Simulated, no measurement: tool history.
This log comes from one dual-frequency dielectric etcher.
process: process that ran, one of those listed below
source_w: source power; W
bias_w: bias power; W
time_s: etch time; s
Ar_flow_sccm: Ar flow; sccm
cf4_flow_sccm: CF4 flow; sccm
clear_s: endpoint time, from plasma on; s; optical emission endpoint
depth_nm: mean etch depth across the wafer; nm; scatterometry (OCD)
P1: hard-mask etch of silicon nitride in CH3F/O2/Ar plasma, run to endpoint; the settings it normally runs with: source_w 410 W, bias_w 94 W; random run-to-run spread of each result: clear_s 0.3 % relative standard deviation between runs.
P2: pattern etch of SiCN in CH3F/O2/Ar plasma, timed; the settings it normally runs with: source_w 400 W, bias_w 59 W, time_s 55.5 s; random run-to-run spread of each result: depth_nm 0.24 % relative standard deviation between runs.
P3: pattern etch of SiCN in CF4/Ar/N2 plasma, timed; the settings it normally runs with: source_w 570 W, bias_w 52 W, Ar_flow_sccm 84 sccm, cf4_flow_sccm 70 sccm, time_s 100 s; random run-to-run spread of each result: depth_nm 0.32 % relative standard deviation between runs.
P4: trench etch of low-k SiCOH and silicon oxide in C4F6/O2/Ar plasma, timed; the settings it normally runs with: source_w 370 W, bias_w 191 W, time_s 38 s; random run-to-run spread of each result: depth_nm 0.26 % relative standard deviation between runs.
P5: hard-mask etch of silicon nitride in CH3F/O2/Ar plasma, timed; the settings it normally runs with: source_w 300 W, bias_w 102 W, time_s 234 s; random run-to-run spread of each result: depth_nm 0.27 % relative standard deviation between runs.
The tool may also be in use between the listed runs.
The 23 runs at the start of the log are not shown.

run	hour	process	source_w	bias_w	time_s	Ar_flow_sccm	cf4_flow_sccm	hours since the last wet clean	hours since the last source power generator calibration	hours since the last bias power generator calibration	clear_s	depth_nm
24	216.4	P4	370	191	28.5			417.6	2634.7	2653.8		89.924
25	228	P1	410	94				429.2	2646.3	2665.4	38.38	
26	241	P3	730	52	100	84	70	442.2	2659.3	2678.4		123.5
27	252.6	P2	400	59	55.5			453.8	2670.9	2690		18.877
28	264.7	P5	300	134	234			465.9	2683	2702.1		185.87
29	277.7	P3	570	52	100	84	93	478.9	2696	2715.1		103.16
30	289	P1	410	94				490.2	2707.3	2726.4	38.361	
31	297.1	P1	530	94				498.3	2715.4	2734.5	35.303	
32	303	P1	410	94				504.2	2721.3	2740.4	38.502	
33	310.6	P1	410	94				511.8	2728.9	2748	38.347	
34	321.5	P1	410	94				522.7	2739.8	2758.9	38.242	
35	327.5	P1	410	94				528.7	2745.8	2764.9	38.024	

Run 36 has not been measured yet. What should we expect?
36	334.7	P1	410	94				535.9	2753	2772.1	?	

clear_s: 38.127 s
